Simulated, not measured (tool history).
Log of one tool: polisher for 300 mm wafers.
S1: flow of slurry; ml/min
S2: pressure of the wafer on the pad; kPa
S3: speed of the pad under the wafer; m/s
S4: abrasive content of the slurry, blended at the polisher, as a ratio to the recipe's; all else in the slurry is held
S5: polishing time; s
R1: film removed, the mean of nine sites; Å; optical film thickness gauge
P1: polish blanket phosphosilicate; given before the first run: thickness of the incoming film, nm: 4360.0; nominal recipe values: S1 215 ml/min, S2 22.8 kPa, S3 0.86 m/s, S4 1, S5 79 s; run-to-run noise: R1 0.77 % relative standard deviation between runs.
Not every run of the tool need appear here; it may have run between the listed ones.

run 1 hour=13.3 | S1=215 S2=22.8 S3=0.86 S4=1 S5=79 | R1=7063
run 2 hour=20.3 | S1=215 S2=22.8 S3=0.86 S4=1 S5=36 | R1=3290.8
run 3 hour=31.2 | S1=215 S2=11.7 S3=0.86 S4=1 S5=79 | R1=3670.5
run 4 hour=37.9 | S1=215 S2=22.8 S3=0.86 S4=1 S5=79 | R1=7147.3
run 5 hour=46.5 | S1=305 S2=22.8 S3=0.86 S4=1 S5=79 | R1=7434.8
run 6 hour=57.7 | S1=130 S2=22.8 S3=0.86 S4=1 S5=79 | R1=6618.7
run 7 hour=69.3 | S1=215 S2=22.8 S3=0.86 S4=1 S5=79 | R1=7096.6
run 8 hour=82.8 | S1=215 S2=22.8 S3=0.52 S4=1 S5=79 | R1=4817.1
run 9 hour=92.6 | S1=215 S2=22.8 S3=0.86 S4=1.3 S5=79 | R1=7916.7
run 10 hour=104.2 | S1=215 S2=22.8 S3=0.86 S4=1.25 S5=119 | R1=11779
run 11 hour=112.1 | S1=215 S2=22.8 S3=1.36 S4=1 S5=79 | R1=10323
run 12 hour=121.2 | S1=215 S2=35.9 S3=0.86 S4=0.7 S5=79 | R1=9566.6
run 13 hour=130.3 | S1=215 S2=22.8 S3=0.86 S4=1 S5=79 | R1=7156.6
run 14 hour=139.5 | S1=215 S2=35.2 S3=0.86 S4=1 S5=79 | R1=11034
run 15 hour=146.4 | S1=215 S2=22.8 S3=0.86 S4=0.5 S5=79 | R1=4942.4
run 16 hour=153.4 | S1=215 S2=22.8 S3=0.86 S4=1 S5=105 | R1=9501.6
run 17 hour=161.2 | S1=215 S2=22.8 S3=0.86 S4=1 S5=79 | R1=7156.4
run 18 hour=167.5 | S1=215 S2=22.8 S3=0.86 S4=1 S5=79 | R1=6788.9
run 19 hour=176.1 | S1=215 S2=22.8 S3=0.86 S4=1 S5=79 | R1=6535.9
run 20 hour=185.6 | S1=215 S2=22.8 S3=0.86 S4=1 S5=79 | R1=6370.8
-- hour=186.4 head pressure recalibrated
-- hour=192.7 conditioning disc replaced and pad reconditioned
run 21 hour=194.7 | S1=215 S2=22.8 S3=0.86 S4=1 S5=79 | R1=6268
-- hour=203 slurry nozzle cleaned
run 22 hour=204.2 | S1=215 S2=22.8 S3=0.86 S4=1 S5=79 | R1=6177
run 23 hour=215.3 | S1=215 S2=22.8 S3=0.86 S4=1 S5=79 | R1=6214.2
run 24 hour=224.4 | S1=215 S2=22.8 S3=0.86 S4=1 S5=79 | R1=6208.3

The log shows P1 creeping away from where it was. Any of the 2 causes listed here, at the size stated for it, fits the log just as well as the others:
A: removal rate lost through wear of the pad, % = 13.3
B: abrasive missing from the slurry, % = 25.2
The creep began at about hour 161.2.
The rest of the possible causes, and what rules out each one:
slurry flow missing at the pad, %: serviced at hour 203, after the change had begun; the process did not return to its earlier output
head's pressure below its setpoint, %: serviced at hour 186.4, after the change had begun; the process did not return to its earlier output
time polished since the conditioner stopped cutting, s: serviced at hour 192.7, after the change had begun; the process did not return to its earlier output

Below are 4 check runs, each averaged over 2 wafers, with their results shown as question marks. Which of them would give clearly different results depending on which cause is behind the drift?
run check 1 hour=233.5 | S1=305 S2=22.8 S3=1.2 S4=1 S5=79 | R1=?
run check 2 hour=233.5 | S1=215 S2=22.8 S3=0.86 S4=0.5 S5=97 | R1=?
run check 3 hour=233.5 | S1=215 S2=22.8 S3=0.86 S4=1 S5=37 | R1=?
run check 4 hour=233.5 | S1=215 S2=34.5 S3=0.86 S4=1 S5=79 | R1=?

If the cause were each of the candidates in turn, the checks would give the following:
check=check_1 result=R1 if_A=8390.4 if_B=8392.3
check=check_2 result=R1 if_A=5230.8 if_B=4983.9
check=check_3 result=R1 if_A=2902.2 if_B=2902.9
check=check_4 result=R1 if_A=9388.8 if_B=9391
Minimum pairwise separation of causes per check, each pair taken at its best-separating result: check 1 0.02 %; check 2 4.84 %; check 3 0.02 %; check 4 0.02 %
Only in check 2 would the causes give clearly different results; in the remaining checks their results would be nearly the same.

With check 2 done, the readings were: R1 5189.5 Å. Identify which of the listed causes applies.

Of the candidate causes, it is A: removal rate lost through wear of the pad, %.
